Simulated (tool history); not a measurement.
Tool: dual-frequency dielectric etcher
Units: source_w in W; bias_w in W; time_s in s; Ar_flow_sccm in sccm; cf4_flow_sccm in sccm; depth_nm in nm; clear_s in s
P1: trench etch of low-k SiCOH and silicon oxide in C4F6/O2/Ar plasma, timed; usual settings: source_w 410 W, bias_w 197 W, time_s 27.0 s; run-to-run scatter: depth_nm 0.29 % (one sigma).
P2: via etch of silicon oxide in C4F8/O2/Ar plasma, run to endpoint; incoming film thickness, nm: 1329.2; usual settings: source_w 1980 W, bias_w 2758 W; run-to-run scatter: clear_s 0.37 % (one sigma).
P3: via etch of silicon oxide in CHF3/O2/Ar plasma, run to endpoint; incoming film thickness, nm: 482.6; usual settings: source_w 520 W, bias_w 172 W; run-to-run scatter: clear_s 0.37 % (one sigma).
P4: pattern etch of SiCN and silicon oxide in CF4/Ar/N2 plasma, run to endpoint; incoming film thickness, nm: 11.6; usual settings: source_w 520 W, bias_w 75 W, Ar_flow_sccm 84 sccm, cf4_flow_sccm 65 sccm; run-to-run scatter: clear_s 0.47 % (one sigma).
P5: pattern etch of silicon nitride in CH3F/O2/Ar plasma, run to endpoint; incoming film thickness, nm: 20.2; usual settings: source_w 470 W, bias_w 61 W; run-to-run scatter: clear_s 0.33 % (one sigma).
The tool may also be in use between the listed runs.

run,hour,process,source_w,bias_w,time_s,Ar_flow_sccm,cf4_flow_sccm,hours since the last wet clean,hours since the last source power generator calibration,hours since the last bias power generator calibration,depth_nm,clear_s
1,4.3,P1,410,197,27.0,,,322.1,1412.5,2352.2,92.630,
2,9.7,P2,1980,1739,,,,327.5,1417.9,2357.6,,267.310
3,14.1,P1,410,197,27.0,,,331.9,1422.3,2362.0,92.462,
4,18.9,P4,520,75,,84,65,336.7,1427.1,2366.8,,11.615
5,24.5,P1,410,249,27.0,,,342.3,1432.7,2372.4,100.600,
6,29.8,P5,470,61,,,,347.6,1438.0,2377.7,,30.308
7,34.7,P2,1980,2758,,,,352.5,1442.9,2382.6,,231.900
8,42.0,P1,410,120,27.0,,,359.8,1450.2,2389.9,79.819,
9,47.4,P1,240,197,27.0,,,365.2,1455.6,2395.3,75.236,
10,54.9,P5,300,61,,,,372.7,1463.1,2402.8,,35.724
11,59.8,P1,410,197,27.0,,,377.6,1468.0,2407.7,92.670,
12,65.3,P5,470,37,,,,383.1,1473.5,2413.2,,35.166
13,71.5,P4,520,75,,84,88,389.3,1479.7,2419.4,,11.126
14,76.8,P1,410,197,19.5,,,394.6,1485.0,2424.7,66.469,
15,81.1,P1,410,197,33.0,,,398.9,1489.3,2429.0,113.130,
16,84.5,P1,500,197,21.5,,,402.3,1492.7,2432.4,79.082,
17,89.6,P2,1200,2758,,,,407.4,1497.8,2437.5,,282.570
18,96.6,P4,520,44,,84,65,414.4,1504.8,2444.5,,13.800
19,100.3,P1,410,197,27.0,,,418.1,1508.5,2448.2,92.522,
20,106.4,P1,410,197,27.0,,,424.2,1514.6,2454.3,92.290,
21,109.8,P3,520,118,,,,427.6,1518.0,2457.7,,299.720
22,115.2,P4,520,75,,49,65,433.0,1523.4,2463.1,,10.799
23,120.4,P3,520,172,,,,438.2,1528.6,2468.3,,266.310
24,126.7,P4,380,75,,84,65,444.5,1534.9,2474.6,,15.322
25,133.0,P1,510,197,27.0,,,450.8,1541.2,2480.9,100.380,
26,137.0,P1,410,197,27.0,,,454.8,1545.2,2484.9,92.234,
27,143.7,P3,340,172,,,,461.5,1551.9,2491.6,,310.950
28,149.7,P1,410,197,27.0,,,467.5,1557.9,2497.6,92.341,
29,153.2,P1,410,197,27.0,,,471.0,1561.4,2501.1,92.425,
30,159.4,P1,410,197,27.0,,,477.2,1567.6,2507.3,92.842,
31,163.6,P1,410,197,27.0,,,481.4,1571.8,2511.5,93.136,
32,167.5,P1,410,197,27.0,,,485.3,1575.7,2515.4,93.398,
33,175.2,P1,410,197,27.0,,,493.0,1583.4,2523.1,93.840,
34,179.0,P1,410,197,27.0,,,496.8,1587.2,2526.9,93.159,
35,186.0,P1,410,197,27.0,,,503.8,1594.2,2533.9,93.968,
# hour 186.3: wet clean of the chamber
36,191.8,P1,410,197,27.0,,,5.5,1600.0,2539.7,93.426,

The next listed run, before its measurement:
37,196.4,P1,410,197,27.0,,,10.1,1604.6,2544.3,?,

{"run 37": {"depth_nm": 93.963}}
